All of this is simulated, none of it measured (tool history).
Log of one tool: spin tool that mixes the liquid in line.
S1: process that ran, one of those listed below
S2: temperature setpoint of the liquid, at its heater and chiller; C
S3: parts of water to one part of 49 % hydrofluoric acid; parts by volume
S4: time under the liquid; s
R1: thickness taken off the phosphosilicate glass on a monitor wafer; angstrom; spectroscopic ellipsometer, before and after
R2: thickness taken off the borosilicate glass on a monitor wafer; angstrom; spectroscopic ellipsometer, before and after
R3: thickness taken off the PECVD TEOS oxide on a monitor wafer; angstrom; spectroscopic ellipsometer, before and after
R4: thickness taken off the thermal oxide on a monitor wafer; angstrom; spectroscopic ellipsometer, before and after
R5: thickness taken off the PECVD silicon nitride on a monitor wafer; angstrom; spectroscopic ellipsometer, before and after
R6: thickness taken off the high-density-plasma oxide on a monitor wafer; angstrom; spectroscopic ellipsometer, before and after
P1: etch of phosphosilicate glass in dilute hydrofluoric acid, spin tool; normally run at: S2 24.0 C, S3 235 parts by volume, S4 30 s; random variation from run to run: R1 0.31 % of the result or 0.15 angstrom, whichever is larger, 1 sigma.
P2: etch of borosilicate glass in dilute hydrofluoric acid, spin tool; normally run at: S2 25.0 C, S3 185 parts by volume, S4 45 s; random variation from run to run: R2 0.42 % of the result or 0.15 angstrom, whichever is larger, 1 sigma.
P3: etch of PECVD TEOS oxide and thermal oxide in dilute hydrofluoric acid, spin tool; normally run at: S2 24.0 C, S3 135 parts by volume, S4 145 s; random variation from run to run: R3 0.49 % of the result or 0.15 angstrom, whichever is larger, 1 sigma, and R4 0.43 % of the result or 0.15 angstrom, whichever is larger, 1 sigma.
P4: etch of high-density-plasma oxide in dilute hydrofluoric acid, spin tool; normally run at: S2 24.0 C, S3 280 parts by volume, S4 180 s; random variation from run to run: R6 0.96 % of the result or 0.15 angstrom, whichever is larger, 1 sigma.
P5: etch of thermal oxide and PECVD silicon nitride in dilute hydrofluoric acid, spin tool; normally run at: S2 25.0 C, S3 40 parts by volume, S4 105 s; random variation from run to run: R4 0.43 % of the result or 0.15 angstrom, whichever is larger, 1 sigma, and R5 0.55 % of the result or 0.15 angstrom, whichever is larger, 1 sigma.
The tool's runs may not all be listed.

run,day,S1,S2,S3,S4,R1,R2,R3,R4,R5,R6
1,0.296,P1,24.0,235,30,189.880,,,,,
2,0.629,P2,25.0,185,20,,34.807,,,,
3,1.000,P1,24.0,235,15,94.715,,,,,
4,1.575,P1,24.0,235,30,189.450,,,,,
5,1.854,P3,24.0,135,145,,,201.39,48.279,,
6,2.333,P1,24.0,235,50,317.930,,,,,
7,2.808,P1,24.0,380,15,51.239,,,,,
8,3.200,P5,32.5,40,105,,,,200.110,236.300,
9,3.733,P3,31.0,135,145,,,265.14,62.966,,
10,4.250,P3,24.0,75,145,,,390.77,93.676,,
# day 4.712: hydrofluoric acid flow meter replaced
11,4.742,P1,24.0,235,30,190.100,,,,,
12,5.292,P1,31.5,235,30,244.470,,,,,
13,5.888,P4,32.5,280,180,,,,,,36.648
14,6.162,P2,25.0,250,45,,54.124,,,,
15,6.629,P1,29.5,235,50,382.960,,,,,
16,6.900,P5,25.0,70,105,,,,81.509,82.662,
17,7.175,P4,24.0,130,180,,,,,,68.522
18,7.700,P4,24.0,280,180,,,,,,27.448
19,8.171,P4,24.0,280,180,,,,,,27.822
20,8.667,P5,25.0,40,175,,,,246.590,238.600,
21,9.021,P1,24.0,325,30,125.410,,,,,
22,9.412,P1,24.0,80,30,661.950,,,,,
23,9.900,P2,25.0,185,45,,79.228,,,,
24,10.467,P2,25.0,185,45,,78.376,,,,
25,10.842,P3,24.0,135,270,,,376.63,89.984,,
26,11.179,P5,25.0,40,105,,,,148.880,144.290,
27,11.554,P1,17.5,235,30,147.560,,,,,
28,11.992,P4,24.0,280,345,,,,,,53.265
29,12.579,P1,24.0,235,30,189.040,,,,,
30,13.117,P1,24.0,135,60,737.770,,,,,
31,13.688,P2,17.0,185,45,,57.225,,,,
32,14.017,P1,24.0,235,30,189.020,,,,,
33,14.458,P1,24.0,235,30,182.170,,,,,
34,14.992,P1,24.0,235,30,178.830,,,,,
35,15.321,P1,24.0,235,30,176.260,,,,,
36,15.588,P1,24.0,235,30,175.140,,,,,
37,15.850,P1,24.0,235,30,175.930,,,,,
38,16.254,P1,24.0,235,30,175.350,,,,,
39,16.667,P1,24.0,235,30,174.860,,,,,

What P1 gives has crept away from where it was. These 2 causes fit the log equally well, each at the size given:
A: hydrofluoric acid flow below the setpoint (%) = 6.17
B: liquid colder than its thermometer reads (K) = 2.18
The creep began at about day 14.017.

4 check runs are offered, one wafer each, their results left as question marks. Which one tells the causes apart?
check 1,17.079,P3,30.5,135,240,,,?,?,,
check 2,17.079,P5,30.0,40,145,,,,?,?,
check 3,17.079,P4,31.0,175,180,,,,,,?
check 4,17.079,P2,18.5,185,45,,?,,,,

What each check would give under each cause:
check,result,if A,if B
check 1,R3,396.83,395.19
check 1,R4,94.815,94.422
check 2,R4,234.520,230.030
check 2,R5,258.780,238.910
check 3,R6,58.810,58.904
check 4,R2,56.925,56.250
How far apart the two closest causes lie, in the result that separates them most: check 1 0.42 %; check 2 7.99 %; check 3 0.16 %; check 4 1.19 %
Check 2 tells the causes apart: in the others they would give nearly the same result.

Check 2 was then run and gave: R4 232.830 angstrom; R5 259.450 angstrom. Which cause is it?

It is A: hydrofluoric acid flow below the setpoint (%).
